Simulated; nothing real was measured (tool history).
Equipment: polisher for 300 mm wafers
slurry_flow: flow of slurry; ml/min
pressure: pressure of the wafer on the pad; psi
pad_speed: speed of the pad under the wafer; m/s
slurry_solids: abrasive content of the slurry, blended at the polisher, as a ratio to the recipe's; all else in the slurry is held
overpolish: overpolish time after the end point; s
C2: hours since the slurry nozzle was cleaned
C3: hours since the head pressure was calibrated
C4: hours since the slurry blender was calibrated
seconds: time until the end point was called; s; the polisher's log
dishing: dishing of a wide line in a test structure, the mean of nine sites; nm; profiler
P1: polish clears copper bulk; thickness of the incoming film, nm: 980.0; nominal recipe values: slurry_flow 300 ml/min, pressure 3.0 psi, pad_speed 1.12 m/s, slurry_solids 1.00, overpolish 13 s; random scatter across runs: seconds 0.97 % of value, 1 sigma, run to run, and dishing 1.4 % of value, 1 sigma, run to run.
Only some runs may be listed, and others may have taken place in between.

{"run": 1, "day": 0.35, "slurry_flow": 300, "pressure": 3.0, "pad_speed": 1.12, "slurry_solids": 1.0, "overpolish": 13, "wafers polished on this pad": 477, "C2": 180.2, "C3": 638.6, "C4": 95.5, "seconds": 85.846, "dishing": 66.762}
{"run": 2, "day": 0.962, "slurry_flow": 300, "pressure": 3.0, "pad_speed": 1.12, "slurry_solids": 1.0, "overpolish": 23, "wafers polished on this pad": 602, "C2": 194.9, "C3": 653.3, "C4": 110.2, "seconds": 88.364, "dishing": 87.792}
{"run": 3, "day": 1.438, "slurry_flow": 300, "pressure": 1.7, "pad_speed": 1.12, "slurry_solids": 1.0, "overpolish": 13, "wafers polished on this pad": 699, "C2": 206.3, "C3": 664.7, "C4": 121.6, "seconds": 152.0, "dishing": 45.374}
{"run": 4, "day": 1.808, "slurry_flow": 300, "pressure": 3.0, "pad_speed": 1.52, "slurry_solids": 1.0, "overpolish": 13, "wafers polished on this pad": 775, "C2": 215.2, "C3": 673.6, "C4": 130.5, "seconds": 63.529, "dishing": 79.669}
{"run": 5, "day": 2.412, "slurry_flow": 300, "pressure": 3.8, "pad_speed": 1.12, "slurry_solids": 1.0, "overpolish": 13, "wafers polished on this pad": 899, "C2": 229.7, "C3": 688.1, "C4": 145.0, "seconds": 69.053, "dishing": 80.754}
{"run": 6, "day": 2.725, "slurry_flow": 300, "pressure": 3.0, "pad_speed": 1.12, "slurry_solids": 1.0, "overpolish": 13, "wafers polished on this pad": 963, "C2": 237.2, "C3": 695.6, "C4": 152.5, "seconds": 86.866, "dishing": 68.14}
{"run": 7, "day": 3.217, "slurry_flow": 300, "pressure": 3.0, "pad_speed": 1.12, "slurry_solids": 1.4, "overpolish": 13, "wafers polished on this pad": 1063, "C2": 249.0, "C3": 707.4, "C4": 164.3, "seconds": 81.229, "dishing": 70.667}
{"run": 8, "day": 3.846, "slurry_flow": 300, "pressure": 3.0, "pad_speed": 1.12, "slurry_solids": 1.0, "overpolish": 5, "wafers polished on this pad": 1192, "C2": 264.1, "C3": 722.5, "C4": 179.4, "seconds": 86.819, "dishing": 36.242}
{"run": 9, "day": 4.175, "slurry_flow": 300, "pressure": 3.0, "pad_speed": 1.12, "slurry_solids": 0.55, "overpolish": 13, "wafers polished on this pad": 1260, "C2": 272.0, "C3": 730.4, "C4": 187.3, "seconds": 96.977, "dishing": 62.912}
{"run": 10, "day": 4.858, "slurry_flow": 300, "pressure": 3.0, "pad_speed": 0.82, "slurry_solids": 0.6, "overpolish": 13, "wafers polished on this pad": 1400, "C2": 288.4, "C3": 746.8, "C4": 203.7, "seconds": 130.88, "dishing": 52.462}
{"run": 11, "day": 5.35, "slurry_flow": 300, "pressure": 3.0, "pad_speed": 0.66, "slurry_solids": 1.0, "overpolish": 13, "wafers polished on this pad": 1500, "C2": 300.2, "C3": 758.6, "C4": 215.5, "seconds": 147.36, "dishing": 49.197}
{"run": 12, "day": 5.688, "slurry_flow": 390, "pressure": 3.0, "pad_speed": 1.12, "slurry_solids": 1.0, "overpolish": 13, "wafers polished on this pad": 1569, "C2": 308.3, "C3": 766.7, "C4": 223.6, "seconds": 86.116, "dishing": 68.361}
{"day": 6.133, "done": "slurry blender recalibrated"}
{"run": 13, "day": 6.262, "slurry_flow": 385, "pressure": 3.0, "pad_speed": 1.12, "slurry_solids": 0.8, "overpolish": 13, "wafers polished on this pad": 1687, "C2": 322.1, "C3": 780.5, "C4": 3.2, "seconds": 88.01, "dishing": 69.051}
{"run": 14, "day": 6.621, "slurry_flow": 300, "pressure": 3.0, "pad_speed": 1.12, "slurry_solids": 1.0, "overpolish": 13, "wafers polished on this pad": 1760, "C2": 330.7, "C3": 789.1, "C4": 11.8, "seconds": 85.602, "dishing": 68.955}
{"run": 15, "day": 6.967, "slurry_flow": 300, "pressure": 3.0, "pad_speed": 1.12, "slurry_solids": 1.0, "overpolish": 13, "wafers polished on this pad": 1831, "C2": 339.0, "C3": 797.4, "C4": 20.1, "seconds": 86.464, "dishing": 67.385}
{"run": 16, "day": 7.262, "slurry_flow": 180, "pressure": 3.0, "pad_speed": 1.12, "slurry_solids": 1.0, "overpolish": 13, "wafers polished on this pad": 1892, "C2": 346.1, "C3": 804.5, "C4": 27.2, "seconds": 92.198, "dishing": 65.853}
{"run": 17, "day": 7.938, "slurry_flow": 300, "pressure": 3.0, "pad_speed": 1.12, "slurry_solids": 1.0, "overpolish": 13, "wafers polished on this pad": 2030, "C2": 362.3, "C3": 820.7, "C4": 43.4, "seconds": 85.357, "dishing": 68.158}
{"run": 18, "day": 8.4, "slurry_flow": 300, "pressure": 3.0, "pad_speed": 1.12, "slurry_solids": 1.0, "overpolish": 13, "wafers polished on this pad": 2125, "C2": 373.4, "C3": 831.8, "C4": 54.5, "seconds": 89.325, "dishing": 67.762}
{"run": 19, "day": 8.754, "slurry_flow": 300, "pressure": 3.0, "pad_speed": 1.12, "slurry_solids": 1.0, "overpolish": 13, "wafers polished on this pad": 2197, "C2": 381.9, "C3": 840.3, "C4": 63.0, "seconds": 87.526, "dishing": 68.201}
{"run": 20, "day": 9.388, "slurry_flow": 300, "pressure": 3.0, "pad_speed": 1.12, "slurry_solids": 1.0, "overpolish": 13, "wafers polished on this pad": 2327, "C2": 397.1, "C3": 855.5, "C4": 78.2, "seconds": 88.852, "dishing": 66.432}
{"day": 9.646, "done": "head pressure recalibrated"}
{"run": 21, "day": 9.846, "slurry_flow": 300, "pressure": 3.0, "pad_speed": 1.12, "slurry_solids": 1.0, "overpolish": 13, "wafers polished on this pad": 2421, "C2": 408.1, "C3": 4.9, "C4": 89.2, "seconds": 89.56, "dishing": 68.932}
{"run": 22, "day": 10.196, "slurry_flow": 300, "pressure": 3.0, "pad_speed": 1.12, "slurry_solids": 1.0, "overpolish": 13, "wafers polished on this pad": 2492, "C2": 416.5, "C3": 13.3, "C4": 97.6, "seconds": 90.385, "dishing": 67.669}
{"run": 23, "day": 10.688, "slurry_flow": 300, "pressure": 3.0, "pad_speed": 1.12, "slurry_solids": 1.0, "overpolish": 13, "wafers polished on this pad": 2593, "C2": 428.3, "C3": 25.1, "C4": 109.4, "seconds": 91.156, "dishing": 65.22}
{"day": 10.812, "done": "slurry blender recalibrated"}
{"run": 24, "day": 11.138, "slurry_flow": 300, "pressure": 3.0, "pad_speed": 1.12, "slurry_solids": 1.0, "overpolish": 13, "wafers polished on this pad": 2685, "C2": 439.1, "C3": 35.9, "C4": 7.9, "seconds": 92.334, "dishing": 65.057}

What will run 25 give?
{"run": 25, "day": 11.721, "slurry_flow": 300, "pressure": 3.0, "pad_speed": 1.12, "slurry_solids": 1.0, "overpolish": 13, "wafers polished on this pad": 2804, "C2": 453.1, "C3": 49.9, "C4": 21.9, "seconds": "?", "dishing": "?"}

seconds: 92.990 s
dishing: 67.324 nm

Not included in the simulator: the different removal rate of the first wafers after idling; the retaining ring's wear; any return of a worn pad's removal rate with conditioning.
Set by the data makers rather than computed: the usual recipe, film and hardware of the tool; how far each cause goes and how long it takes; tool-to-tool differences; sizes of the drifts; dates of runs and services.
